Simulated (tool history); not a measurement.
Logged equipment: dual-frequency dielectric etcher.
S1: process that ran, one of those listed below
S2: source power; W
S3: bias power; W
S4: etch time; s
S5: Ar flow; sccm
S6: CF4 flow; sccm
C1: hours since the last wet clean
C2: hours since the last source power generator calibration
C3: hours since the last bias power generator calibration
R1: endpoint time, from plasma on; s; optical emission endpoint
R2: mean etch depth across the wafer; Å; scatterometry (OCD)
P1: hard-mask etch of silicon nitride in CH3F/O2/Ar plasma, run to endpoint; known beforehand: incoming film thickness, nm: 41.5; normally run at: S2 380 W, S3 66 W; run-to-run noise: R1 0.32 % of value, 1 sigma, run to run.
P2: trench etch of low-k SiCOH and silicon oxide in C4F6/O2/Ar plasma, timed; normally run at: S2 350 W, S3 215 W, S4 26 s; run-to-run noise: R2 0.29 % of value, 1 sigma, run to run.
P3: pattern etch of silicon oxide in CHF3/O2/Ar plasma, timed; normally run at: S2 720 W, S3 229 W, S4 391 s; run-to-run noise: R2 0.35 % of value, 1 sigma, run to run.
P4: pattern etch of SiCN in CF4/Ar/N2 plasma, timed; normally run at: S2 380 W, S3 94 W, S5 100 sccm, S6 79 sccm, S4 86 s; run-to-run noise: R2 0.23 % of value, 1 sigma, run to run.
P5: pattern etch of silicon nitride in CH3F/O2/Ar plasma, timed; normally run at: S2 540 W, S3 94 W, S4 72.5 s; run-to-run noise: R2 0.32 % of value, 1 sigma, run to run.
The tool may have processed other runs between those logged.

run	day	S1	S2	S3	S4	S5	S6	C1	C2	C3	R1	R2
1	0.533	P1	380	66				217.3	3761.2	673.3	62.631	
2	1.054	P3	720	287	391			229.8	3773.7	685.8		10248
3	1.85	P1	380	66				248.9	3792.8	704.9	62.416	
4	2.417	P3	420	229	391			262.5	3806.4	718.5		7750.5
5	2.792	P1	380	66				271.5	3815.4	727.5	62.416	
6	3.417	P5	540	94	106			286.5	3830.4	742.5		950.46
7	3.808	P4	380	94	121.5	100	79	295.9	3839.8	751.9		1001
8	4.162	P3	720	229	391			304.4	3848.3	760.4		9382.7
9	4.821	P4	290	94	86	100	79	320.2	3864.1	776.2		560.17
10	5.338	P2	350	136	26			332.6	3876.5	788.6		676.41
11	5.883	P4	380	94	86	122	79	345.7	3889.6	801.7		688.97
12	6.592	P5	340	94	72.5			362.7	3906.6	818.7		547.81
13	7.108	P4	380	58	86	100	79	375.1	3919	831.1		599.09
14	7.771	P2	350	215	26			391	3934.9	847		783.82
15	8.521	P5	540	94	72.5			409	3952.9	865		648.39
16	9.171	P1	220	66				424.6	3968.5	880.6	76.773	
17	9.671	P1	380	42				436.6	3980.5	892.6	72.072	
18	10.05	P1	500	53				445.7	3989.6	901.7	60.662	
19	10.8	P4	380	94	86	100	109	463.7	4007.6	919.7		733.59
20	11.542	P2	350	215	26			481.5	4025.4	937.5		785.69
21	11.888	P4	380	94	86	100	79	489.8	4033.7	945.8		710.62
22	12.679	P1	470	40				508.8	4052.7	964.8	67.504	
23	13.458	P3	720	229	215			527.5	4071.4	983.5		5173.8
24	14	P2	220	215	26			540.5	4084.4	996.5		658.14
25	14.412	P1	530	66				550.4	4094.3	1006.4	55.188	
26	14.992	P5	540	132	72.5			564.3	4108.2	1020.3		738.96
27	15.658	P2	350	215	18			580.3	4124.2	1036.3		541.99
28	16.35	P1	380	84				596.9	4140.8	1052.9	58.057	
29	16.983	P1	380	66				612.1	4156	1068.1	62.462	
30	17.4	P1	380	66				622.1	4166	1078.1	62.429	
31	17.746	P1	380	66				630.4	4174.3	1086.4	62.455	
32	18.346	P1	380	66				644.8	4188.7	1100.8	62.429	
33	18.862	P1	380	66				657.2	4201.1	1113.2	62.33	
34	19.504	P1	380	66				672.6	4216.5	1128.6	61.978	
# day 19.717: wet clean of the chamber
35	19.938	P1	380	66				5.3	4226.9	1139	61.555	
36	20.471	P1	380	66				18.1	4239.7	1151.8	61.746	
37	21.021	P1	380	66				31.3	4252.9	1165	61.952	
38	21.654	P1	380	66				46.5	4268.1	1180.2	61.58	
39	22.079	P1	380	66				56.7	4278.3	1190.4	61.323	

P1 has crept away from where it was. The log is fitted equally well by each of these 2 causes, at the sizes shown:
A: bias power that arrives over what is set, % = 4.84
B: source power that arrives over what is set, % = 4.3
The creep began at about day 18.346.
All other causes, with the reason each is excluded:
chamber walls in a state that raises the etch rate, %: work on it at day 19.717, done after the drift set in, did not restore what the process gave before

Of the 4 check runs listed below, each run on one wafer and each result written as a question mark, which would let you distinguish the listed causes because they would give clearly different results?
check 1	22.504	P2	220	215	26							?
check 2	22.504	P4	380	94	102.5	100	100					?
check 3	22.504	P3	520	229	217.5							?
check 4	22.504	P5	440	94	102							?

Check results expected under each cause:
check	result	if A	if B
check 1	R2	667.69	667.59
check 2	R2	883.83	901.86
check 3	R2	4718.5	4713.8
check 4	R2	863.15	862
Per check, the gap between the least separated pair of causes, taken in the result that splits them most: check 1 0.02 %; check 2 2.02 %; check 3 0.1 %; check 4 0.13 %
Check 2 tells the causes apart: in the others they would give nearly the same result.

Running check 2 produced the following: R2 883.77 Å. Which one of the listed causes fits?

It is A: bias power that arrives over what is set, %.
